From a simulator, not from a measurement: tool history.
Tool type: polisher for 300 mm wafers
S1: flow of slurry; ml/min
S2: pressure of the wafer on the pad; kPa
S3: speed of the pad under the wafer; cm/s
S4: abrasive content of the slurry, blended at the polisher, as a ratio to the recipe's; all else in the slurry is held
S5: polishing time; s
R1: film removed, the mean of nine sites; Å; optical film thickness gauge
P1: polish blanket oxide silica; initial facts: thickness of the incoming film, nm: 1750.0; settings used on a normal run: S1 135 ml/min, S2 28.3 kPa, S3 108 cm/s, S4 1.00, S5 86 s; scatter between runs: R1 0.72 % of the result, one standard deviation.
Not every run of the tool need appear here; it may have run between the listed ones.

run 1 day=0.450 | S1=135 S2=28.3 S3=108 S4=1.00 S5=86 | R1=2248.0
run 2 day=0.879 | S1=135 S2=44.1 S3=108 S4=1.00 S5=86 | R1=3538.7
run 3 day=1.321 | S1=90 S2=22.1 S3=108 S4=1.00 S5=86 | R1=1597.2
run 4 day=1.950 | S1=135 S2=28.3 S3=108 S4=0.60 S5=86 | R1=1725.2
run 5 day=2.354 | S1=80 S2=28.3 S3=108 S4=1.00 S5=86 | R1=1973.3
run 6 day=2.996 | S1=135 S2=28.3 S3=108 S4=1.00 S5=86 | R1=2265.5
run 7 day=3.567 | S1=135 S2=16.5 S3=108 S4=1.00 S5=86 | R1=1307.9
run 8 day=4.100 | S1=135 S2=28.3 S3=108 S4=1.00 S5=122 | R1=3184.9
run 9 day=4.758 | S1=135 S2=28.3 S3=108 S4=1.45 S5=86 | R1=2618.0
run 10 day=5.179 | S1=135 S2=28.3 S3=168 S4=1.00 S5=86 | R1=3206.8
run 11 day=5.558 | S1=135 S2=28.3 S3=108 S4=1.00 S5=86 | R1=2263.9
run 12 day=6.146 | S1=135 S2=28.3 S3=108 S4=1.00 S5=49 | R1=1285.1
run 13 day=6.696 | S1=135 S2=28.3 S3=68 S4=1.00 S5=86 | R1=1548.3
run 14 day=7.183 | S1=205 S2=28.3 S3=108 S4=1.00 S5=86 | R1=2399.4

What will run 15 give?
run 15 day=7.579 | S1=135 S2=28.3 S3=108 S4=1.00 S5=86 | R1=?

{"run 15": {"R1": 2255.4}}
